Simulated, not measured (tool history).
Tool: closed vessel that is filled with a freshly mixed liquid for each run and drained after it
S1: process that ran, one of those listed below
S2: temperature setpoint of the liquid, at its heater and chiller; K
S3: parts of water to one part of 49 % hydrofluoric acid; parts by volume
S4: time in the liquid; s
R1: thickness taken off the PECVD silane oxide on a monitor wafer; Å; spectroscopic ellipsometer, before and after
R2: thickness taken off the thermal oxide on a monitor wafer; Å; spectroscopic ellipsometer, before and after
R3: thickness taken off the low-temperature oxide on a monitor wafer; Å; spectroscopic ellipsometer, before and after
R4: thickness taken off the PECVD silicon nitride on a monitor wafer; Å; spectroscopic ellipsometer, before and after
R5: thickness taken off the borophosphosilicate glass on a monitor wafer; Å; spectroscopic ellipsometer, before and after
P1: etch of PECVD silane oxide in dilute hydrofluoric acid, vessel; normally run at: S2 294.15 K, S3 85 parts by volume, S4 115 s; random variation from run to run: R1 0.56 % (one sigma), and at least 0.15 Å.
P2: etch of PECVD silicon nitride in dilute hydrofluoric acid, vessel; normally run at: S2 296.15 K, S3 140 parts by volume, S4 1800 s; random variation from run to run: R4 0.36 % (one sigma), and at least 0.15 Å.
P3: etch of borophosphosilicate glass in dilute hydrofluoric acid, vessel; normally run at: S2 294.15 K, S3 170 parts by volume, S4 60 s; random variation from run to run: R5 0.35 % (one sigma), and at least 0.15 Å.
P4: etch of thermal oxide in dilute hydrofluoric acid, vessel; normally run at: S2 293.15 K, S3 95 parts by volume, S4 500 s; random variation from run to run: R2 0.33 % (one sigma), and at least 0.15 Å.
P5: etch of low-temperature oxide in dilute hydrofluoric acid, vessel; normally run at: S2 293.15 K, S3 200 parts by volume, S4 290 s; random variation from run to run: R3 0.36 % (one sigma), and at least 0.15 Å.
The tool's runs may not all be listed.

run	hour	S1	S2	S3	S4	R1	R2	R3	R4	R5
1	9.8	P1	294.15	85	115	447.57				
2	23.8	P1	294.15	85	225	876.93				
3	33.3	P4	293.15	95	500		215.01			
4	43.3	P5	290.15	200	290			177.77		
5	56	P1	294.15	85	115	447.15				
6	66.3	P1	290.15	85	115	377.47				
# hour 71.6: thermometer replaced
7	77.8	P1	294.15	85	115	450.51				
8	85.9	P4	293.15	165	500		115.17			
9	98.6	P2	296.15	140	1800				341.66	
10	106.8	P1	294.15	85	115	450.07				
11	120.3	P2	303.65	140	1800				551.55	
12	128.3	P5	293.15	285	290			129.14		
13	138.9	P2	296.15	140	1800				341.52	
14	148.9	P5	293.15	200	555			384.71		
15	162.8	P2	296.15	140	910				172.26	
16	176.5	P3	290.15	170	60					186.59
17	189	P1	294.15	85	55	212.44				
18	196.4	P3	294.15	170	95					346.73
19	208.6	P2	296.15	210	1800				228.34	
20	220.2	P4	293.15	95	30		12.835			
21	229.6	P3	294.15	65	60					640.61
22	237.2	P1	294.15	140	115	258.45				
23	248.1	P1	294.15	120	185	490.44				
24	261.4	P1	298.15	60	115	775.43				
25	272.9	P1	294.15	85	115	449.72				
26	285.5	P1	300.15	85	115	575.41				
27	296	P1	294.15	85	115	446.46				
28	302.4	P3	294.15	170	60					218.43
29	311.6	P4	290.15	95	500		189.57			

Run 30 comes next. What will it give?
30	325.8	P5	293.15	200	290			?		

Run 30 gave R3 199.78 Å.

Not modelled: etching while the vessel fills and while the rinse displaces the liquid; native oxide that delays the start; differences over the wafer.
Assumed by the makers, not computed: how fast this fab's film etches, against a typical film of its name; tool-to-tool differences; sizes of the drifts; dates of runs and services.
